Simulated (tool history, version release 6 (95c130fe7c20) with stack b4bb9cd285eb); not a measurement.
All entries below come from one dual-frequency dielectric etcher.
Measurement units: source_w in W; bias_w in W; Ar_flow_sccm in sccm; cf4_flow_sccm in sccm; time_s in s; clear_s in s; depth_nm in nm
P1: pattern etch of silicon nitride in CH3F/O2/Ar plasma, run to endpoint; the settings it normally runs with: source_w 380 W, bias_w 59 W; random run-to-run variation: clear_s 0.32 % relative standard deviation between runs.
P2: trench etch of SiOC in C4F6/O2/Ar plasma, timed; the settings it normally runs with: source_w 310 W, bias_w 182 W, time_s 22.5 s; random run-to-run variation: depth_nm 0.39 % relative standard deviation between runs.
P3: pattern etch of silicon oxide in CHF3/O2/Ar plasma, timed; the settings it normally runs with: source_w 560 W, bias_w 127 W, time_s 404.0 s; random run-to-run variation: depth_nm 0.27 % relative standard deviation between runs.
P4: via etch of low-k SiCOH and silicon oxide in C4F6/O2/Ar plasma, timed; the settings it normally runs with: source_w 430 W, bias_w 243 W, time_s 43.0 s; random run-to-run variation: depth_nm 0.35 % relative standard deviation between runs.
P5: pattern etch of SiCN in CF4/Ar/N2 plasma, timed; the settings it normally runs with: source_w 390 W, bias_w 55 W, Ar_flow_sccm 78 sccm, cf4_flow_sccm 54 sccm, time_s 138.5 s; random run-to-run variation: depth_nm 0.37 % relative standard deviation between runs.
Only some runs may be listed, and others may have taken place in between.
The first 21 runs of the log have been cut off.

run    day  process  source_w  bias_w  Ar_flow_sccm  cf4_flow_sccm  time_s  hours since the last wet clean  hours since the last source power generator calibration  hours since the last bias power generator calibration  clear_s  depth_nm
 22  2.950       P3       560     127                                404.0                           207.3                                                   2346.9                                                 2811.6            697.590
     3.029  -- bias power generator calibrated
 23  3.108       P2       310     182                                 12.5                           211.1                                                   2350.7                                                    1.9             23.676
 24  3.221       P1       540      38                                                                213.8                                                   2353.4                                                    4.6   30.469
 25  3.300       P3       560     127                                524.5                           215.7                                                   2355.3                                                    6.5            909.600
 26  3.475       P3       560     179                                404.0                           219.9                                                   2359.5                                                   10.7            789.180
 27  3.575       P4       430     243                                 43.0                           222.3                                                   2361.9                                                   13.1            131.190
 28  3.675       P5       390      34            78             54   138.5                           224.7                                                   2364.3                                                   15.5             80.870
 29  3.825       P3       710     127                                404.0                           228.3                                                   2367.9                                                   19.1            772.040
 30  3.938       P4       430     243                                 29.5                           231.0                                                   2370.6                                                   21.8             90.038
 31  4.058       P5       390      55            78             54    76.0                           233.9                                                   2373.5                                                   24.7             51.230
 32  4.150       P1       380      59                                                                236.1                                                   2375.7                                                   26.9   30.713
 33  4.271       P1       380      59                                                                239.0                                                   2378.6                                                   29.8   30.783
 34  4.354       P1       380      59                                                                241.0                                                   2380.6                                                   31.8   30.936
     4.492  -- wet clean of the chamber
 35  4.512       P1       380      59                                                                  0.6                                                   2384.4                                                   35.6   31.173
 36  4.633       P1       380      59                                                                  3.5                                                   2387.3                                                   38.5   31.436
 37  4.717       P1       380      59                                                                  5.5                                                   2389.3                                                   40.5   31.142
 38  4.825       P1       380      59                                                                  8.1                                                   2391.9                                                   43.1   31.167

What will run 39 give?
 39  4.933       P1       380      59                                                                 10.7                                                   2394.5                                                   45.7        ?

clear_s: 31.338 s
